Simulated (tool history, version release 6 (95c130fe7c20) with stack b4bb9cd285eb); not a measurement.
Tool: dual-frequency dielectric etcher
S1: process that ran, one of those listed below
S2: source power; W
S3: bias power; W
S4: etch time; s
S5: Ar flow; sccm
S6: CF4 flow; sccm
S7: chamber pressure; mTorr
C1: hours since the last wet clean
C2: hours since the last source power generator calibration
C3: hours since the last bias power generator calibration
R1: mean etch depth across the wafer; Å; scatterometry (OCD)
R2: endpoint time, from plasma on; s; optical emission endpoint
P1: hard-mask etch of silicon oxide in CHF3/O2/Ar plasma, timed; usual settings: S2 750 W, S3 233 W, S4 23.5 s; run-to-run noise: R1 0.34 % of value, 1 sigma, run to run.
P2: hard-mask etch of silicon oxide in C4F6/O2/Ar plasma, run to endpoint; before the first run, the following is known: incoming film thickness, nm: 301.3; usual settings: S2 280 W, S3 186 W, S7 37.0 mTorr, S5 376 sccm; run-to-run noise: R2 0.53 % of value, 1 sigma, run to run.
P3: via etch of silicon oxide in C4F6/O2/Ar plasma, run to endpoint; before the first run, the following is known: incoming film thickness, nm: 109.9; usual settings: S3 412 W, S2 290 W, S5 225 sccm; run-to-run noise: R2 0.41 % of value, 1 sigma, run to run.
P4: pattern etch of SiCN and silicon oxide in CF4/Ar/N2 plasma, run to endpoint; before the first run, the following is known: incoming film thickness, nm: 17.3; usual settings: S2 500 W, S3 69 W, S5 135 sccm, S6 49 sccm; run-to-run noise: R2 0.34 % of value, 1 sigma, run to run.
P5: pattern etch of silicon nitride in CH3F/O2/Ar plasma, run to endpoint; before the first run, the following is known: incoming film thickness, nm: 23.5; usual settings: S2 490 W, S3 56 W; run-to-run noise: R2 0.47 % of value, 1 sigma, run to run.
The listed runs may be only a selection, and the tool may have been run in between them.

{"run": 1, "hour": 6.4, "S1": "P1", "S2": 750, "S3": 233, "S4": 23.5, "C1": 276.9, "C2": 1772.9, "C3": 2417.3, "R1": 542.36}
{"run": 2, "hour": 20.2, "S1": "P1", "S2": 750, "S3": 279, "S4": 23.5, "C1": 290.7, "C2": 1786.7, "C3": 2431.1, "R1": 580.71}
{"run": 3, "hour": 31.9, "S1": "P1", "S2": 750, "S3": 233, "S4": 23.5, "C1": 302.4, "C2": 1798.4, "C3": 2442.8, "R1": 544.13}
{"run": 4, "hour": 41.1, "S1": "P1", "S2": 750, "S3": 233, "S4": 23.5, "C1": 311.6, "C2": 1807.6, "C3": 2452.0, "R1": 546.83}
{"run": 5, "hour": 47.7, "S1": "P5", "S2": 490, "S3": 56, "C1": 318.2, "C2": 1814.2, "C3": 2458.6, "R2": 33.282}
{"run": 6, "hour": 56.3, "S1": "P5", "S2": 490, "S3": 56, "C1": 326.8, "C2": 1822.8, "C3": 2467.2, "R2": 33.408}
{"run": 7, "hour": 70.0, "S1": "P1", "S2": 750, "S3": 233, "S4": 17.0, "C1": 340.5, "C2": 1836.5, "C3": 2480.9, "R1": 391.85}
{"run": 8, "hour": 78.7, "S1": "P1", "S2": 750, "S3": 233, "S4": 23.5, "C1": 349.2, "C2": 1845.2, "C3": 2489.6, "R1": 544.23}
{"run": 9, "hour": 91.6, "S1": "P4", "S2": 500, "S3": 69, "S5": 135, "S6": 49, "C1": 362.1, "C2": 1858.1, "C3": 2502.5, "R2": 19.868}
{"run": 10, "hour": 102.0, "S1": "P4", "S2": 500, "S3": 69, "S5": 135, "S6": 62, "C1": 372.5, "C2": 1868.5, "C3": 2512.9, "R2": 19.072}
{"run": 11, "hour": 111.2, "S1": "P4", "S2": 500, "S3": 69, "S5": 174, "S6": 49, "C1": 381.7, "C2": 1877.7, "C3": 2522.1, "R2": 20.944}
{"run": 12, "hour": 118.6, "S1": "P1", "S2": 750, "S3": 185, "S4": 23.5, "C1": 389.1, "C2": 1885.1, "C3": 2529.5, "R1": 502.74}
{"run": 13, "hour": 132.6, "S1": "P5", "S2": 680, "S3": 56, "C1": 403.1, "C2": 1899.1, "C3": 2543.5, "R2": 29.527}
{"run": 14, "hour": 145.6, "S1": "P2", "S2": 390, "S3": 186, "S5": 376, "S7": 37.0, "C1": 416.1, "C2": 1912.1, "C3": 2556.5, "R2": 100.25}
{"run": 15, "hour": 157.6, "S1": "P4", "S2": 500, "S3": 87, "S5": 135, "S6": 49, "C1": 428.1, "C2": 1924.1, "C3": 2568.5, "R2": 18.322}
{"run": 16, "hour": 167.4, "S1": "P1", "S2": 750, "S3": 233, "S4": 23.5, "C1": 437.9, "C2": 1933.9, "C3": 2578.3, "R1": 543.07}
{"run": 17, "hour": 180.0, "S1": "P2", "S2": 280, "S3": 186, "S5": 376, "S7": 37.0, "C1": 450.5, "C2": 1946.5, "C3": 2590.9, "R2": 114.77}
{"run": 18, "hour": 187.9, "S1": "P3", "S2": 290, "S3": 412, "S5": 225, "C1": 458.4, "C2": 1954.4, "C3": 2598.8, "R2": 28.101}
{"run": 19, "hour": 196.3, "S1": "P3", "S2": 200, "S3": 412, "S5": 225, "C1": 466.8, "C2": 1962.8, "C3": 2607.2, "R2": 32.383}
{"run": 20, "hour": 205.9, "S1": "P4", "S2": 500, "S3": 69, "S5": 135, "S6": 49, "C1": 476.4, "C2": 1972.4, "C3": 2616.8, "R2": 19.887}
{"run": 21, "hour": 212.5, "S1": "P1", "S2": 440, "S3": 233, "S4": 23.5, "C1": 483.0, "C2": 1979.0, "C3": 2623.4, "R1": 446.98}
{"run": 22, "hour": 224.2, "S1": "P2", "S2": 280, "S3": 186, "S5": 376, "S7": 29.5, "C1": 494.7, "C2": 1990.7, "C3": 2635.1, "R2": 111.29}
{"run": 23, "hour": 233.3, "S1": "P2", "S2": 280, "S3": 186, "S5": 376, "S7": 37.0, "C1": 503.8, "C2": 1999.8, "C3": 2644.2, "R2": 114.57}
{"run": 24, "hour": 245.8, "S1": "P4", "S2": 380, "S3": 69, "S5": 135, "S6": 49, "C1": 516.3, "C2": 2012.3, "C3": 2656.7, "R2": 25.348}
{"run": 25, "hour": 253.8, "S1": "P5", "S2": 490, "S3": 42, "C1": 524.3, "C2": 2020.3, "C3": 2664.7, "R2": 36.273}
{"run": 26, "hour": 267.9, "S1": "P3", "S2": 290, "S3": 412, "S5": 270, "C1": 538.4, "C2": 2034.4, "C3": 2678.8, "R2": 28.914}
{"run": 27, "hour": 278.9, "S1": "P2", "S2": 280, "S3": 186, "S5": 484, "S7": 37.0, "C1": 549.4, "C2": 2045.4, "C3": 2689.8, "R2": 118.26}
{"run": 28, "hour": 292.9, "S1": "P1", "S2": 750, "S3": 233, "S4": 23.5, "C1": 563.4, "C2": 2059.4, "C3": 2703.8, "R1": 544.84}
{"run": 29, "hour": 306.9, "S1": "P3", "S2": 290, "S3": 560, "S5": 225, "C1": 577.4, "C2": 2073.4, "C3": 2717.8, "R2": 25.25}
{"run": 30, "hour": 315.2, "S1": "P1", "S2": 750, "S3": 233, "S4": 23.5, "C1": 585.7, "C2": 2081.7, "C3": 2726.1, "R1": 544.22}
{"run": 31, "hour": 328.2, "S1": "P1", "S2": 450, "S3": 233, "S4": 14.0, "C1": 598.7, "C2": 2094.7, "C3": 2739.1, "R1": 267.59}
{"run": 32, "hour": 341.8, "S1": "P1", "S2": 1070, "S3": 233, "S4": 23.5, "C1": 612.3, "C2": 2108.3, "C3": 2752.7, "R1": 622.59}
{"run": 33, "hour": 352.0, "S1": "P1", "S2": 750, "S3": 233, "S4": 32.5, "C1": 622.5, "C2": 2118.5, "C3": 2762.9, "R1": 755.97}
{"run": 34, "hour": 361.4, "S1": "P2", "S2": 280, "S3": 261, "S5": 376, "S7": 37.0, "C1": 631.9, "C2": 2127.9, "C3": 2772.3, "R2": 102.35}
{"run": 35, "hour": 375.2, "S1": "P1", "S2": 750, "S3": 233, "S4": 23.5, "C1": 645.7, "C2": 2141.7, "C3": 2786.1, "R1": 542.91}
{"run": 36, "hour": 389.5, "S1": "P1", "S2": 750, "S3": 233, "S4": 23.5, "C1": 660.0, "C2": 2156.0, "C3": 2800.4, "R1": 541.34}
{"run": 37, "hour": 402.2, "S1": "P1", "S2": 750, "S3": 233, "S4": 23.5, "C1": 672.7, "C2": 2168.7, "C3": 2813.1, "R1": 541.22}
{"run": 38, "hour": 415.3, "S1": "P1", "S2": 750, "S3": 233, "S4": 23.5, "C1": 685.8, "C2": 2181.8, "C3": 2826.2, "R1": 536.49}
{"run": 39, "hour": 422.9, "S1": "P1", "S2": 750, "S3": 233, "S4": 23.5, "C1": 693.4, "C2": 2189.4, "C3": 2833.8, "R1": 538.84}
{"run": 40, "hour": 430.0, "S1": "P1", "S2": 750, "S3": 233, "S4": 23.5, "C1": 700.5, "C2": 2196.5, "C3": 2840.9, "R1": 538.03}
{"hour": 433.8, "done": "wet clean of the chamber"}
{"run": 41, "hour": 438.6, "S1": "P1", "S2": 750, "S3": 233, "S4": 23.5, "C1": 4.8, "C2": 2205.1, "C3": 2849.5, "R1": 537.63}
{"run": 42, "hour": 448.6, "S1": "P1", "S2": 750, "S3": 233, "S4": 23.5, "C1": 14.8, "C2": 2215.1, "C3": 2859.5, "R1": 536.07}
{"run": 43, "hour": 461.0, "S1": "P1", "S2": 750, "S3": 233, "S4": 23.5, "C1": 27.2, "C2": 2227.5, "C3": 2871.9, "R1": 535.15}
{"run": 44, "hour": 468.8, "S1": "P1", "S2": 750, "S3": 233, "S4": 23.5, "C1": 35.0, "C2": 2235.3, "C3": 2879.7, "R1": 534.05}
{"run": 45, "hour": 476.4, "S1": "P1", "S2": 750, "S3": 233, "S4": 23.5, "C1": 42.6, "C2": 2242.9, "C3": 2887.3, "R1": 534.77}
{"run": 46, "hour": 483.8, "S1": "P1", "S2": 750, "S3": 233, "S4": 23.5, "C1": 50.0, "C2": 2250.3, "C3": 2894.7, "R1": 534.63}

Compared with where it was, what P1 gives has crept away. Each cause listed below fits the log as well as the rest, at the size given for it:
A: source power that arrives under what is set, % = 4.44
B: bias power that arrives under what is set, % = 4.84
Onset of the creep was near hour 375.2.
Why every other cause is out:
chamber walls in a state that lowers the etch rate, %: serviced at hour 433.8, which brought nothing back

Below are 4 check runs, each averaged over 2 wafers, with their results shown as question marks. Which of them would give clearly different results depending on which cause is behind the drift?
{"run": "check 1", "hour": 491.2, "S1": "P4", "S2": 410, "S3": 69, "S5": 135, "S6": 49, "R2": "?"}
{"run": "check 2", "hour": 491.2, "S1": "P3", "S2": 290, "S3": 540, "S5": 225, "R2": "?"}
{"run": "check 3", "hour": 491.2, "S1": "P2", "S2": 360, "S3": 186, "S5": 376, "S7": 37.0, "R2": "?"}
{"run": "check 4", "hour": 491.2, "S1": "P5", "S2": 590, "S3": 56, "R2": "?"}

Outcome of each check run for each possible cause:
check=check_1 result=R2 if_A=24.704 if_B=24.191
check=check_2 result=R2 if_A=25.944 if_B=26.005
check=check_3 result=R2 if_A=105.810 if_B=105.620
check=check_4 result=R2 if_A=31.740 if_B=31.665
Smallest distance between any two causes, each pair judged by its most separating result, in per cent: check 1 2.1 %; check 2 0.24 %; check 3 0.18 %; check 4 0.24 %
The other checks would show nearly matching results whichever cause is true, so check 1 is the only one that separates the causes.

After running check 1, the following was obtained: R2 24.244 s. Which cause does this point to?

It was cause B: bias power that arrives under what is set, %.

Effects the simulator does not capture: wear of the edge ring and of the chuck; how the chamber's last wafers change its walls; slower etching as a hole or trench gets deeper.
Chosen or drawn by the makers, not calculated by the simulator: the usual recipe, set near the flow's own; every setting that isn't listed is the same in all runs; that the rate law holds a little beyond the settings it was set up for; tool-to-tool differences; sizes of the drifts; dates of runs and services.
